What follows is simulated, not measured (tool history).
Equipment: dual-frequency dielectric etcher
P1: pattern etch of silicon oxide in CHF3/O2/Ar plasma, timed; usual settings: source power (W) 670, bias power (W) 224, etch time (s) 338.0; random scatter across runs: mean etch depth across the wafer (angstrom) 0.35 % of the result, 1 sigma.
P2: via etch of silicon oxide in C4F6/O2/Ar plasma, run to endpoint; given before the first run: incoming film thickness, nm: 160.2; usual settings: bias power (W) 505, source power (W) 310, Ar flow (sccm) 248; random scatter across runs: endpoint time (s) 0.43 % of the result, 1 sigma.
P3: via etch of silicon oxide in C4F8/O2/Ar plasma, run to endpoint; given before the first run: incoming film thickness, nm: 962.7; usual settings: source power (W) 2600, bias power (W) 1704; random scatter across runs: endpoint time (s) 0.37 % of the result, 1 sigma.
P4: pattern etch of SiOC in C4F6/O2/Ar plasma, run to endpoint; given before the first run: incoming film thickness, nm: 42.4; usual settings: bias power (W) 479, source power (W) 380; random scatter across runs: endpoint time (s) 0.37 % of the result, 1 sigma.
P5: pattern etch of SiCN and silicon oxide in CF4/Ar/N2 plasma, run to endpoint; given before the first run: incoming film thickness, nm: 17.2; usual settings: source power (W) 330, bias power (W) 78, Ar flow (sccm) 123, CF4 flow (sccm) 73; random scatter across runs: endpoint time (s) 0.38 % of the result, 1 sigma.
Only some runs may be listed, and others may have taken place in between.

run	hour	process that ran	source power (W)	bias power (W)	etch time (s)	Ar flow (sccm)	CF4 flow (sccm)	hours since the last wet clean	hours since the last source power generator calibration	hours since the last bias power generator calibration	mean etch depth across the wafer (angstrom)	endpoint time (s)
1	9.9	P1	670	224	338.0			380.6	1495.1	2508.0	7518.4	
2	18.5	P1	670	224	338.0			389.2	1503.7	2516.6	7479.1	
3	31.7	P5	330	78		123	53	402.4	1516.9	2529.8		27.133
4	46.0	P2	310	505		248		416.7	1531.2	2544.1		38.637
5	62.9	P4	380	479				433.6	1548.1	2561.0		14.662
6	73.3	P1	670	224	338.0			444.0	1558.5	2571.4	7466.4	
7	90.6	P2	310	505		344		461.3	1575.8	2588.7		39.662
8	104.5	P1	670	224	433.0			475.2	1589.7	2602.6	9602.8	
9	117.0	P2	310	354		248		487.7	1602.2	2615.1		43.956
10	135.7	P3	2600	1704				506.4	1620.9	2633.8		175.200
11	148.0	P1	490	224	338.0			518.7	1633.2	2646.1	6674.2	
12	161.9	P1	670	224	338.0			532.6	1647.1	2660.0	7482.6	
13	179.1	P1	670	307	338.0			549.8	1664.3	2677.2	8317.0	
14	191.5	P5	270	78		123	73	562.2	1676.7	2689.6		30.608
# hour 193.4: source power generator calibrated
15	205.7	P2	240	505		248		576.4	12.4	2703.8		42.109
16	216.4	P1	670	224	186.0			587.1	23.1	2714.5	4131.5	
17	227.1	P5	330	78		123	73	597.8	33.8	2725.2		25.802
18	241.2	P4	380	674				611.9	47.9	2739.3		12.857
19	259.1	P1	920	224	338.0			629.8	65.8	2757.2	8478.0	
20	272.1	P1	670	183	338.0			642.8	78.8	2770.2	6997.7	
21	283.7	P5	330	49		123	73	654.4	90.4	2781.8		30.022
22	295.9	P5	330	78		123	73	666.6	102.6	2794.0		25.917
23	306.5	P5	330	78		164	73	677.2	113.2	2804.6		26.904
24	325.1	P4	380	479				695.8	131.8	2823.2		14.615
25	340.5	P3	2600	2051				711.2	147.2	2838.6		167.360
26	348.6	P3	2600	1704				719.3	155.3	2846.7		174.300
27	359.0	P2	310	505		248		729.7	165.7	2857.1		38.240
28	376.4	P1	670	307	466.5			747.1	183.1	2874.5	11561.0	
29	388.7	P3	2010	1704				759.4	195.4	2886.8		195.420
30	407.4	P1	510	224	436.5			778.1	214.1	2905.5	8731.9	
31	417.1	P1	940	308	338.0			787.8	223.8	2915.2	9515.1	
32	431.3	P4	500	479				802.0	238.0	2929.4		13.176
33	444.5	P1	670	224	338.0			815.2	251.2	2942.6	7479.4	
34	458.9	P1	670	224	338.0			829.6	265.6	2957.0	7474.2	
35	475.7	P1	670	224	338.0			846.4	282.4	2973.8	7419.8	
36	490.2	P1	670	224	338.0			860.9	296.9	2988.3	7409.3	
37	505.5	P1	670	224	338.0			876.2	312.2	3003.6	7372.9	
38	517.8	P1	670	224	338.0			888.5	324.5	3015.9	7399.3	
39	533.0	P1	670	224	338.0			903.7	339.7	3031.1	7390.9	
40	543.2	P1	670	224	338.0			913.9	349.9	3041.3	7372.2	
# hour 552.4: wet clean of the chamber
41	553.1	P1	670	224	338.0			0.7	359.8	3051.2	7310.0	
42	569.6	P1	670	224	338.0			17.2	376.3	3067.7	7355.7	
43	586.2	P1	670	224	338.0			33.8	392.9	3084.3	7378.2	
44	602.1	P1	670	224	338.0			49.7	408.8	3100.2	7365.7	

What P1 gives has crept off from where it sat before. The 2 causes that follow fit the log equally well, each at the size noted:
A: bias power that arrives under what is set, % = 4.99
B: source power that arrives under what is set, % = 4.58
The gradual shift began around hour 444.5.
Each remaining cause and why it is not a fit:
chamber walls in a state that lowers the etch rate, %: was serviced at hour 552.4, once the creep was under way, yet the earlier output never came back

The list below offers 4 check runs, each averaging the results of 2 wafers, and shows each result as a question mark. For which of them would the listed causes give clearly different results?
check 1	618.0	P4	380	631								?
check 2	618.0	P5	280	51		123	73					?
check 3	618.0	P2	310	385		300						?
check 4	618.0	P3	2600	2027								?

If the cause were each of the candidates in turn, the checks would give the following:
check	result	if A	if B
check 1	endpoint time (s)	13.411	13.376
check 2	endpoint time (s)	35.140	36.011
check 3	endpoint time (s)	44.146	44.095
check 4	endpoint time (s)	170.110	170.880
Per check, the gap between the least separated pair of causes, taken in the result that splits them most: check 1 0.26 %; check 2 2.45 %; check 3 0.12 %; check 4 0.45 %
Check 2 tells the causes apart: in the others they would give nearly the same result.

With check 2 done, the readings were: endpoint time (s) 35.861. Identify which of the listed causes applies.

B is the cause: source power that arrives under what is set, %.

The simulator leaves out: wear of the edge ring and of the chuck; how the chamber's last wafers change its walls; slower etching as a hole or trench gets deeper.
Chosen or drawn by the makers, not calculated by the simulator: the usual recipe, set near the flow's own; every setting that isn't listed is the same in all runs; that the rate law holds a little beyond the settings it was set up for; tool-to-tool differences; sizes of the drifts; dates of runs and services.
